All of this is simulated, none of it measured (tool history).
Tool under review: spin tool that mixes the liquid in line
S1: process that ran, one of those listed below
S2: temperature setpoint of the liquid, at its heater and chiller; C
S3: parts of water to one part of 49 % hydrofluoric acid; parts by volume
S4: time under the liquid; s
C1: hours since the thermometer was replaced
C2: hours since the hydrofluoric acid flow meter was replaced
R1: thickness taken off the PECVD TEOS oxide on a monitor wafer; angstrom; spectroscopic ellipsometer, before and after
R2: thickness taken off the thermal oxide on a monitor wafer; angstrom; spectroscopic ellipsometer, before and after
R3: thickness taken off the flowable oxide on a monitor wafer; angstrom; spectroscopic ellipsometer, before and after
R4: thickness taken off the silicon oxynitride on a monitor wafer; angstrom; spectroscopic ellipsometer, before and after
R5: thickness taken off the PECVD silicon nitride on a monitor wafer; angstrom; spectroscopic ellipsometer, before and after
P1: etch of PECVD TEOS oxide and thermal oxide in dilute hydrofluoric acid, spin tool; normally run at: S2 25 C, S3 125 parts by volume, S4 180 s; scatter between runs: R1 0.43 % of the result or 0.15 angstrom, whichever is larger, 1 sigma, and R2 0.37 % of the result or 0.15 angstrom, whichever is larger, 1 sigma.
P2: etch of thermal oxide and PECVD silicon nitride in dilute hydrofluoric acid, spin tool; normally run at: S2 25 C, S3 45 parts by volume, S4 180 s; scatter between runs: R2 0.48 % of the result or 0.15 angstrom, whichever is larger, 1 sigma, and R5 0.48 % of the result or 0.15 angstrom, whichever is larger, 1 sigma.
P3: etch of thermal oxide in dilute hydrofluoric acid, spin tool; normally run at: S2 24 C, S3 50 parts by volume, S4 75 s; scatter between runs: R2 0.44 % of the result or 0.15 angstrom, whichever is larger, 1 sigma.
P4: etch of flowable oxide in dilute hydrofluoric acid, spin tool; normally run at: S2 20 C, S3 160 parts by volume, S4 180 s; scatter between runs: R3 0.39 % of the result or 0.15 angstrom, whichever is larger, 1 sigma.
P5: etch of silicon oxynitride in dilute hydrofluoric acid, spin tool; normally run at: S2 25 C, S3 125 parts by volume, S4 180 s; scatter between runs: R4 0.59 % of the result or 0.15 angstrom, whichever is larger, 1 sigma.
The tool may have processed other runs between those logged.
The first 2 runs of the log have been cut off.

run,hour,S1,S2,S3,S4,C1,C2,R1,R2,R3,R4,R5
3,8.6,P5,25,125,180,1144.3,990.2,,,,42.548,
4,10.9,P1,25,180,265,1146.6,992.5,125.16,64.757,,,
5,13.8,P2,25,45,180,1149.5,995.4,,201.95,,,73.4
6,15.8,P1,20,125,50,1151.5,997.4,30.16,15.507,,,
7,19.4,P2,32.5,45,180,1155.1,1001,,271.65,,,119.68
8,21.3,P5,25,125,180,1157,1002.9,,,,41.828,
9,25,P1,25,60,180,1160.7,1006.6,297.61,152.82,,,
10,28,P4,20,220,180,1163.7,1009.6,,,244.08,,
11,31.8,P5,29,125,180,1167.5,1013.4,,,,50.53,
12,35.5,P2,25,45,45,1171.2,1017.1,,50.4,,,18.24
13,38.5,P4,17,160,180,1174.2,1020.1,,,316.99,,
# hour 39.9: hydrofluoric acid flow meter replaced
14,42.5,P4,20,160,180,1178.2,2.7,,,358.71,,
15,45,P5,25,220,180,1180.7,5.2,,,,22.24,
16,49.1,P1,25,125,180,1184.8,9.3,131.45,67.452,,,
17,52.3,P3,24,50,75,1188,12.5,,72.691,,,
18,55.6,P1,25,125,180,1191.3,15.8,131.63,67.817,,,
19,57.5,P3,31,50,75,1193.2,17.7,,96.311,,,
20,59.9,P1,25,125,180,1195.6,20.1,130.18,67.896,,,
21,63.8,P2,25,30,180,1199.5,24,,308,,,109.02

Run 22 is up next; what results do you expect?
22,66.9,P1,31,125,180,1202.6,27.1,?,?,,,

R1: 164.04 angstrom
R2: 84.498 angstrom

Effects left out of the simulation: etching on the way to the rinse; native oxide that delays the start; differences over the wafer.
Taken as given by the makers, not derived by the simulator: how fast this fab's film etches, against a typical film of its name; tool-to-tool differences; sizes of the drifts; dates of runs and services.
